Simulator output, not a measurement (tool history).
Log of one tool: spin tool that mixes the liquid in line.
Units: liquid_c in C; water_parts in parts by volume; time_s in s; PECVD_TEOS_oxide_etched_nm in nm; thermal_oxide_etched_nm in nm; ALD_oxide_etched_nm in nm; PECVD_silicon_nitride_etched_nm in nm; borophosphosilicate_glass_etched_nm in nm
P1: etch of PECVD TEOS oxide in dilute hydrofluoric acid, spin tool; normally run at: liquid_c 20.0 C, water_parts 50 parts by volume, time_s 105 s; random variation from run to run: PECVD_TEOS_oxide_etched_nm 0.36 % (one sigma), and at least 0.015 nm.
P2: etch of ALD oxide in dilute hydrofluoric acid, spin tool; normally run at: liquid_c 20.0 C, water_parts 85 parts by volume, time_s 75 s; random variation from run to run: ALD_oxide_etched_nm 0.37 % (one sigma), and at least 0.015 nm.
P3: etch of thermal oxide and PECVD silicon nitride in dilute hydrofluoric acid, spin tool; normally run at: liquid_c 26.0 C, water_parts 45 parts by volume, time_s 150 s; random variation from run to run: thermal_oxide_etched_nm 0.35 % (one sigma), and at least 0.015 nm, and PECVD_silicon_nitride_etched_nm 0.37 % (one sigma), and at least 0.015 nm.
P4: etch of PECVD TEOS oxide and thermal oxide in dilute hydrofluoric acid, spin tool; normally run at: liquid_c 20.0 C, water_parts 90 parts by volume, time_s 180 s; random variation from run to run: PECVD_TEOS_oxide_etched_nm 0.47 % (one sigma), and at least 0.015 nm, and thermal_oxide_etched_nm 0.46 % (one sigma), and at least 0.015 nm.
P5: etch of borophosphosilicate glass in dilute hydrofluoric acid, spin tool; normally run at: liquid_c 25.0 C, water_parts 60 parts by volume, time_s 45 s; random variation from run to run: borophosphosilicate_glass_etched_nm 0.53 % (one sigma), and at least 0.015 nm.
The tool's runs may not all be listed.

run,hour,process,liquid_c,water_parts,time_s,PECVD_TEOS_oxide_etched_nm,thermal_oxide_etched_nm,ALD_oxide_etched_nm,PECVD_silicon_nitride_etched_nm,borophosphosilicate_glass_etched_nm
1,6.2,P1,20.0,50,105,23.2930,,,,
2,14.9,P1,20.0,50,160,35.5670,,,,
3,21.2,P4,20.0,90,180,21.0440,8.2300,,,
4,27.2,P2,20.0,85,125,,,19.568,,
5,36.2,P4,17.0,90,180,18.5310,7.2314,,,
6,41.9,P3,26.0,45,295,,35.2680,,28.741,
7,51.4,P2,20.0,55,75,,,18.753,,
8,56.7,P4,20.0,90,310,36.2760,13.9570,,,
# hour 64.9: hydrofluoric acid flow meter replaced
9,65.4,P1,25.5,75,105,18.7760,,,,
10,75.1,P1,20.0,50,105,23.3000,,,,
11,85.2,P1,20.0,50,105,23.2030,,,,
12,95.6,P1,20.0,50,105,23.1920,,,,
13,102.7,P2,20.0,85,75,,,11.710,,
14,110.2,P1,25.5,50,105,29.3090,,,,
15,115.0,P5,25.0,100,45,,,,,21.869
16,124.2,P5,25.0,60,45,,,,,38.187
17,129.7,P1,20.0,50,25,5.5694,,,,
18,137.3,P5,25.0,60,15,,,,,12.693
19,145.8,P3,26.0,20,150,,41.8480,,32.125,
20,150.8,P3,26.0,45,150,,17.9330,,14.617,
21,157.6,P2,28.0,85,75,,,16.255,,
22,166.9,P1,20.0,85,105,13.1490,,,,
23,177.1,P5,33.0,60,45,,,,,52.465
24,181.9,P1,20.0,20,105,60.4000,,,,
25,189.6,P1,20.0,50,105,23.4560,,,,
26,195.2,P4,20.0,90,180,21.0280,8.1563,,,
27,201.5,P1,20.0,50,105,23.2330,,,,
28,210.1,P1,27.0,50,55,16.2670,,,,
29,218.6,P1,17.0,50,105,20.5210,,,,
30,226.7,P4,20.0,165,180,10.6010,4.1220,,,
31,232.6,P3,31.0,45,150,,22.0230,,20.216,
32,238.1,P1,20.0,50,105,23.1680,,,,
33,245.4,P1,20.0,50,105,22.7450,,,,
34,254.6,P1,20.0,50,105,22.1910,,,,
35,262.5,P1,20.0,50,105,22.0070,,,,
36,271.9,P1,20.0,50,105,21.6840,,,,
37,280.9,P1,20.0,50,105,21.4750,,,,
38,286.7,P1,20.0,50,105,21.2340,,,,
39,296.8,P1,20.0,50,105,21.2840,,,,
40,303.8,P1,20.0,50,105,21.1960,,,,
41,314.6,P1,20.0,50,105,21.0580,,,,
42,323.4,P1,20.0,50,105,21.0790,,,,
43,333.4,P1,20.0,50,105,21.1050,,,,

What P1 gives has crept away from where it was. These 2 causes fit the log equally well, each at the size given:
A: hydrofluoric acid flow below the setpoint (%) = 8.82
B: liquid colder than its thermometer reads (K) = 2.29
The creep began at about hour 238.1.

4 check runs are offered, one wafer each, their results left as question marks. Which one tells the causes apart?
check 1,343.4,P5,25.0,60,45,,,,,?
check 2,343.4,P2,20.0,85,75,,,?,,
check 3,343.4,P4,20.0,90,180,?,?,,,
check 4,343.4,P3,26.0,45,150,,?,,?,

What each check would give under each cause:
check,result,if A,if B
check 1,borophosphosilicate_glass_etched_nm,34.806,35.029
check 2,ALD_oxide_etched_nm,10.594,10.655
check 3,PECVD_TEOS_oxide_etched_nm,19.0180,19.1440
check 3,thermal_oxide_etched_nm,7.3758,7.4244
check 4,thermal_oxide_etched_nm,16.3270,16.3980
check 4,PECVD_silicon_nitride_etched_nm,13.400,12.577
How far apart the two closest causes lie, in the result that separates them most: check 1 0.64 %; check 2 0.57 %; check 3 0.66 %; check 4 6.33 %
Only check 4 tells the causes apart: in the others they would give nearly the same result.

Check 4 was then run and gave: thermal_oxide_etched_nm 16.3290 nm; PECVD_silicon_nitride_etched_nm 12.499 nm. Which cause is it?

It is B: liquid colder than its thermometer reads (K).
